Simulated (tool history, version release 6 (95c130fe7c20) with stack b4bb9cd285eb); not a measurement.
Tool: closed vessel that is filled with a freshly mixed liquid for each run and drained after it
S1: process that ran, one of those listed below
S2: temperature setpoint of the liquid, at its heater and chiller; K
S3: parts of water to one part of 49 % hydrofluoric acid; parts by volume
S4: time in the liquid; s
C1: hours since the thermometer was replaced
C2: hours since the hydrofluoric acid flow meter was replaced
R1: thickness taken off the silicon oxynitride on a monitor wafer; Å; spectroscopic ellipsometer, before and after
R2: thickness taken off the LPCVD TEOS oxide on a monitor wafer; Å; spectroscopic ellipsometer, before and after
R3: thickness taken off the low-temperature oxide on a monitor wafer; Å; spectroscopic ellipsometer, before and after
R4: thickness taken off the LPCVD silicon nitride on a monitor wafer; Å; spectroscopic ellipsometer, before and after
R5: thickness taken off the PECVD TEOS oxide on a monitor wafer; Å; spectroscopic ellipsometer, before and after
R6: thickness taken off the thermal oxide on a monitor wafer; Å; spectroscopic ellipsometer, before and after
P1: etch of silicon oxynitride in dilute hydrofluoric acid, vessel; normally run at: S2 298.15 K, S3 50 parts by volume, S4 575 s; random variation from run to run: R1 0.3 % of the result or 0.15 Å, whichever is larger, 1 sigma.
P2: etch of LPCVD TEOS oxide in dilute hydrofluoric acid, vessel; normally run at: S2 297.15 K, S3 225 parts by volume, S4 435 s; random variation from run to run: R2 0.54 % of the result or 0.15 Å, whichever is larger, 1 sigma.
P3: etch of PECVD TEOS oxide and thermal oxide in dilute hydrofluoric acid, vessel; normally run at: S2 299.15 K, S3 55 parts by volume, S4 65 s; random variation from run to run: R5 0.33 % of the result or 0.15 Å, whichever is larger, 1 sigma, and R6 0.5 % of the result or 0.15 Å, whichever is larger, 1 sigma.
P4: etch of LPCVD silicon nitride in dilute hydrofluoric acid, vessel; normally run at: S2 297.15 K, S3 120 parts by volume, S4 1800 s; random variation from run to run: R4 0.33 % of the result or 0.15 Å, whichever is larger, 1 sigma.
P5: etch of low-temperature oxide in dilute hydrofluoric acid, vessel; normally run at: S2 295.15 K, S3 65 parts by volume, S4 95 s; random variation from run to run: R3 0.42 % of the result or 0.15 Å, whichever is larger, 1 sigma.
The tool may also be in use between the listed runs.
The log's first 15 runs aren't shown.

-- hour=78.6 thermometer replaced
run 16 hour=81.5 | S1=P1 S2=298.15 S3=50 S4=575 | C1=2.9 C2=30.4 | R1=322.230
run 17 hour=87.1 | S1=P2 S2=297.15 S3=225 S4=435 | C1=8.5 C2=36.0 | R2=286.070
run 18 hour=91.2 | S1=P1 S2=298.15 S3=50 S4=185 | C1=12.6 C2=40.1 | R1=104.710
run 19 hour=96.2 | S1=P3 S2=299.15 S3=55 S4=65 | C1=17.6 C2=45.1 | R5=276.09 R6=64.257
run 20 hour=102.3 | S1=P3 S2=299.15 S3=55 S4=30 | C1=23.7 C2=51.2 | R5=127.29 R6=29.701
run 21 hour=107.7 | S1=P1 S2=298.15 S3=50 S4=575 | C1=29.1 C2=56.6 | R1=322.270
run 22 hour=113.8 | S1=P1 S2=298.15 S3=50 S4=575 | C1=35.2 C2=62.7 | R1=322.640
run 23 hour=119.9 | S1=P2 S2=297.15 S3=50 S4=435 | C1=41.3 C2=68.8 | R2=1577.200
run 24 hour=124.4 | S1=P1 S2=291.15 S3=50 S4=575 | C1=45.8 C2=73.3 | R1=227.980
run 25 hour=128.5 | S1=P1 S2=304.65 S3=50 S4=575 | C1=49.9 C2=77.4 | R1=439.580
run 26 hour=133.2 | S1=P5 S2=295.15 S3=65 S4=95 | C1=54.6 C2=82.1 | R3=174.300
run 27 hour=137.7 | S1=P2 S2=297.15 S3=225 S4=30 | C1=59.1 C2=86.6 | R2=19.651

Forecast run 28:
run 28 hour=144.6 | S1=P1 S2=298.15 S3=70 S4=575 | C1=66.0 C2=93.5 | R1=?

R1: 224.850 Å
